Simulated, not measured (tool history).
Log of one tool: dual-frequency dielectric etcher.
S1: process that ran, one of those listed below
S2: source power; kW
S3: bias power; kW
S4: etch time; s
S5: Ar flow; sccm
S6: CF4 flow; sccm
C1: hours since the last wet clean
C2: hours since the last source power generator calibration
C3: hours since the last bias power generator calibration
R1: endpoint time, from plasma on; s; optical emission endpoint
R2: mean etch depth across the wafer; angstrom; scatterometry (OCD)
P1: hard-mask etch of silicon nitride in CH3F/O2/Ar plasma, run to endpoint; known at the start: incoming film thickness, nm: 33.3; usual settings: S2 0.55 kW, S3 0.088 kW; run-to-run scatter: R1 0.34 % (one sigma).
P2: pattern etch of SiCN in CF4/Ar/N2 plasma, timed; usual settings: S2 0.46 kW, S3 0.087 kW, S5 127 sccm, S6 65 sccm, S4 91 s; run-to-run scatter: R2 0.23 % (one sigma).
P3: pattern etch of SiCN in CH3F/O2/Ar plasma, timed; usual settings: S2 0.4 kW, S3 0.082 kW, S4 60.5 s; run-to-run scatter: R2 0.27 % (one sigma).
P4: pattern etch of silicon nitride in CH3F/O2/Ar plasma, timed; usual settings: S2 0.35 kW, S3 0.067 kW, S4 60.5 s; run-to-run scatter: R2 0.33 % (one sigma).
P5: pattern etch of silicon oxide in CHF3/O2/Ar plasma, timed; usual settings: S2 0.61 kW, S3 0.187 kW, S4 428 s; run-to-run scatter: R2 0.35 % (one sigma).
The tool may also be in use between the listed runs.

| run | hour | S1 | S2 | S3 | S4 | S5 | S6 | C1 | C2 | C3 | R1 | R2 |
|---|---|---|---|---|---|---|---|---|---|---|---|---|
| 1 | 14.5 | P1 | 0.55 | 0.088 |  |  |  | 350.9 | 1701.6 | 1164.8 | 40.07 |  |
| 2 | 25.5 | P5 | 0.61 | 0.187 | 428 |  |  | 361.9 | 1712.6 | 1175.8 |  | 8681.6 |
| 3 | 36.7 | P5 | 0.83 | 0.187 | 428 |  |  | 373.1 | 1723.8 | 1187 |  | 9794.6 |
| 4 | 44.6 | P1 | 0.46 | 0.105 |  |  |  | 381 | 1731.7 | 1194.9 | 40.253 |  |
| 5 | 59.3 | P4 | 0.35 | 0.094 | 60.5 |  |  | 395.7 | 1746.4 | 1209.6 |  | 452.58 |
| 6 | 72.7 | P3 | 0.4 | 0.082 | 60.5 |  |  | 409.1 | 1759.8 | 1223 |  | 226.46 |
| 7 | 81.2 | P2 | 0.46 | 0.069 | 91 | 127 | 65 | 417.6 | 1768.3 | 1231.5 |  | 748.4 |
| 8 | 99 | P4 | 0.35 | 0.067 | 36.5 |  |  | 435.4 | 1786.1 | 1249.3 |  | 242.28 |
| 9 | 116.3 | P1 | 0.55 | 0.121 |  |  |  | 452.7 | 1803.4 | 1266.6 | 35.758 |  |
| 10 | 133.2 | P3 | 0.47 | 0.082 | 60.5 |  |  | 469.6 | 1820.3 | 1283.5 |  | 241.39 |
| 11 | 151.4 | P1 | 0.55 | 0.088 |  |  |  | 487.8 | 1838.5 | 1301.7 | 40.191 |  |
| 12 | 169.1 | P1 | 0.41 | 0.067 |  |  |  | 505.5 | 1856.2 | 1319.4 | 49.29 |  |
| 13 | 184.3 | P5 | 0.61 | 0.233 | 428 |  |  | 520.7 | 1871.4 | 1334.6 |  | 9418.8 |
| 14 | 196.4 | P3 | 0.4 | 0.063 | 60.5 |  |  | 532.8 | 1883.5 | 1346.7 |  | 207.26 |
| 15 | 207.2 | P1 | 0.74 | 0.088 |  |  |  | 543.6 | 1894.3 | 1357.5 | 35.805 |  |
| 16 | 219.7 | P3 | 0.4 | 0.082 | 60.5 |  |  | 556.1 | 1906.8 | 1370 |  | 227.59 |
| 17 | 231.4 | P2 | 0.46 | 0.087 | 127.5 | 127 | 65 | 567.8 | 1918.5 | 1381.7 |  | 1142.9 |
| 18 | 244.4 | P1 | 0.34 | 0.088 |  |  |  | 580.8 | 1931.5 | 1394.7 | 47.858 |  |
| 19 | 254.9 | P2 | 0.46 | 0.087 | 91 | 127 | 65 | 591.3 | 1942 | 1405.2 |  | 813.55 |
| 20 | 272 | P5 | 0.61 | 0.187 | 283.5 |  |  | 608.4 | 1959.1 | 1422.3 |  | 5776.7 |
| 21 | 284.3 | P4 | 0.35 | 0.067 | 60.5 |  |  | 620.7 | 1971.4 | 1434.6 |  | 401.02 |
| 22 | 300.3 | P4 | 0.26 | 0.067 | 60.5 |  |  | 636.7 | 1987.4 | 1450.6 |  | 356.07 |
| 23 | 317.4 | P2 | 0.46 | 0.087 | 91 | 127 | 50 | 653.8 | 2004.5 | 1467.7 |  | 781.95 |
| 24 | 333.2 | P1 | 0.55 | 0.088 |  |  |  | 669.6 | 2020.3 | 1483.5 | 40 |  |
| 25 | 343.3 | P1 | 0.34 | 0.056 |  |  |  | 679.7 | 2030.4 | 1493.6 | 56.077 |  |
| 26 | 352.4 | P1 | 0.55 | 0.088 |  |  |  | 688.8 | 2039.5 | 1502.7 | 40.015 |  |
| 27 | 364 | P4 | 0.35 | 0.067 | 60.5 |  |  | 700.4 | 2051.1 | 1514.3 |  | 397.05 |
| 28 | 373 | P2 | 0.32 | 0.087 | 91 | 127 | 65 | 709.4 | 2060.1 | 1523.3 |  | 593.88 |
| 29 | 391.4 | P3 | 0.4 | 0.082 | 89 |  |  | 727.8 | 2078.5 | 1541.7 |  | 335.32 |
| 30 | 402.3 | P2 | 0.46 | 0.087 | 91 | 89 | 65 | 738.7 | 2089.4 | 1552.6 |  | 857.88 |
| 31 | 419.4 | P1 | 0.55 | 0.068 |  |  |  | 755.8 | 2106.5 | 1569.7 | 43.574 |  |
| 32 | 431.9 | P1 | 0.55 | 0.088 |  |  |  | 768.3 | 2119 | 1582.2 | 40.15 |  |
| 33 | 440.9 | P1 | 0.55 | 0.088 |  |  |  | 777.3 | 2128 | 1591.2 | 40.215 |  |
| 34 | 449.3 | P1 | 0.55 | 0.088 |  |  |  | 785.7 | 2136.4 | 1599.6 | 40.368 |  |
| 35 | 459.9 | P1 | 0.55 | 0.088 |  |  |  | 796.3 | 2147 | 1610.2 | 40.59 |  |
| 36 | 471.3 | P1 | 0.55 | 0.088 |  |  |  | 807.7 | 2158.4 | 1621.6 | 40.597 |  |
|  | 477.8 | wet clean of the chamber |
| 37 | 487.6 | P1 | 0.55 | 0.088 |  |  |  | 9.8 | 2174.7 | 1637.9 | 40.82 |  |
| 38 | 505.5 | P1 | 0.55 | 0.088 |  |  |  | 27.7 | 2192.6 | 1655.8 | 40.66 |  |
| 39 | 515.7 | P1 | 0.55 | 0.088 |  |  |  | 37.9 | 2202.8 | 1666 | 41.003 |  |
| 40 | 527.8 | P1 | 0.55 | 0.088 |  |  |  | 50 | 2214.9 | 1678.1 | 40.776 |  |
| 41 | 543 | P1 | 0.55 | 0.088 |  |  |  | 65.2 | 2230.1 | 1693.3 | 40.813 |  |

What P1 gives has crept away from where it was. These 2 causes fit the log equally well, each at the size given:
A: source power that arrives under what is set, % = 4.46
B: bias power that arrives under what is set, % = 4.83
The creep began at about hour 431.9.
Why every other cause is out:
chamber walls in a state that lowers the etch rate, %: serviced at hour 477.8, which brought nothing back

4 check runs are offered, one wafer each, their results left as question marks. Which one tells the causes apart?
| check 1 | 558.2 | P5 | 0.61 | 0.187 | 428 |  |  |  |  |  |  | ? |
| check 2 | 558.2 | P3 | 0.4 | 0.082 | 60.5 |  |  |  |  |  |  | ? |
| check 3 | 558.2 | P2 | 0.46 | 0.087 | 91 | 127 | 65 |  |  |  |  | ? |
| check 4 | 558.2 | P4 | 0.35 | 0.067 | 60.5 |  |  |  |  |  |  | ? |

What each check would give under each cause:
| check | result | if A | if B |
|---|---|---|---|
| check 1 | R2 | 8568.1 | 8574.4 |
| check 2 | R2 | 223.63 | 223.43 |
| check 3 | R2 | 782.44 | 799.1 |
| check 4 | R2 | 392.81 | 393.02 |
How far apart the two closest causes lie, in the result that separates them most: check 1 0.07 %; check 2 0.09 %; check 3 2.11 %; check 4 0.06 %
Only check 3 tells the causes apart: in the others they would give nearly the same result.

Then check 3 was run and gave: R2 800.21 angstrom. Which cause is it?

It is B: bias power that arrives under what is set, %.
